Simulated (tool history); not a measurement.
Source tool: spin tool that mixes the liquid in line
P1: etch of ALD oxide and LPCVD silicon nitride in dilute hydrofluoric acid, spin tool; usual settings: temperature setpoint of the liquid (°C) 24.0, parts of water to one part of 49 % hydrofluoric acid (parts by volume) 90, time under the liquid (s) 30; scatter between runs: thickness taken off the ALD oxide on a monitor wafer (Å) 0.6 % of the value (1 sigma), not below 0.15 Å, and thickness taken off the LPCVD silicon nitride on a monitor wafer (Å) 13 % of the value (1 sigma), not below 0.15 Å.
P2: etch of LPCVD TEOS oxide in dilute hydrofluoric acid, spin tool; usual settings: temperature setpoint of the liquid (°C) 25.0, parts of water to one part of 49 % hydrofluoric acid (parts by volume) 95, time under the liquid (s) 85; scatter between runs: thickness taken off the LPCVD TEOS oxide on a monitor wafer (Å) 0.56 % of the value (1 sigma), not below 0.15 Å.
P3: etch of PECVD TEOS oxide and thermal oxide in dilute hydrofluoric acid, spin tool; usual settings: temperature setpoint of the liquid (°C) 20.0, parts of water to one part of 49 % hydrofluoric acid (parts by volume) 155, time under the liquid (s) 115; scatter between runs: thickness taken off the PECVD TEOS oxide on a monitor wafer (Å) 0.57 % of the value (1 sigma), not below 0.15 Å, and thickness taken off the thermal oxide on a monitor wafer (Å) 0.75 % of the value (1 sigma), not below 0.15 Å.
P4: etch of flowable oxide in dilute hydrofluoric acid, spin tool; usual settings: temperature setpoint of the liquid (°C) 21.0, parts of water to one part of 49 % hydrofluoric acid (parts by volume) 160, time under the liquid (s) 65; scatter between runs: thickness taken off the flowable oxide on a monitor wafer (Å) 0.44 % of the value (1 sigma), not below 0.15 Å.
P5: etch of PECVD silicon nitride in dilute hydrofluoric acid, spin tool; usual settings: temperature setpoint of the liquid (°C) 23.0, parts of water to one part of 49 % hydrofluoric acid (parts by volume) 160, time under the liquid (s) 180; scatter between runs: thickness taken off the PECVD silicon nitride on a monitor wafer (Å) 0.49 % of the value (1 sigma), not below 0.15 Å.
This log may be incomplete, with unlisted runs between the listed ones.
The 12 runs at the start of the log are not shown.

run,hour,process that ran,temperature setpoint of the liquid (°C),parts of water to one part of 49 % hydrofluoric acid (parts by volume),time under the liquid (s),hours since the thermometer was replaced,hours since the hydrofluoric acid flow meter was replaced,thickness taken off the ALD oxide on a monitor wafer (Å),thickness taken off the LPCVD silicon nitride on a monitor wafer (Å),thickness taken off the PECVD silicon nitride on a monitor wafer (Å),thickness taken off the LPCVD TEOS oxide on a monitor wafer (Å),thickness taken off the PECVD TEOS oxide on a monitor wafer (Å),thickness taken off the thermal oxide on a monitor wafer (Å),thickness taken off the flowable oxide on a monitor wafer (Å)
13,118.0,P4,28.5,160,65,546.9,976.9,,,,,,,225.07
14,125.7,P1,24.0,90,30,554.6,984.6,55.065,1.53610,,,,,
15,132.1,P4,21.0,55,65,561.0,991.0,,,,,,,556.37
16,140.6,P1,19.0,90,60,569.5,999.5,90.619,2.23550,,,,,
17,149.4,P1,18.5,90,30,578.3,1008.3,43.994,1.18100,,,,,
18,161.9,P3,20.0,55,115,590.8,1020.8,,,,,353.360,92.607,
19,174.9,P3,20.0,155,210,603.8,1033.8,,,,,204.190,54.614,
20,187.7,P4,21.0,160,120,616.6,1046.6,,,,,,,313.01
21,200.3,P2,25.0,95,20,629.2,1059.2,,,,50.105,,,
22,211.4,P1,24.0,90,60,640.3,1070.3,110.280,2.56630,,,,,

Predict the results of run 23:
# hour 221.6: thermometer replaced
23,221.6,P1,24.0,90,15,0.1,1080.5,?,?,,,,,

{"run 23": {"thickness taken off the ALD oxide on a monitor wafer (Å)": 27.302, "thickness taken off the LPCVD silicon nitride on a monitor wafer (Å)": 0.68192}}

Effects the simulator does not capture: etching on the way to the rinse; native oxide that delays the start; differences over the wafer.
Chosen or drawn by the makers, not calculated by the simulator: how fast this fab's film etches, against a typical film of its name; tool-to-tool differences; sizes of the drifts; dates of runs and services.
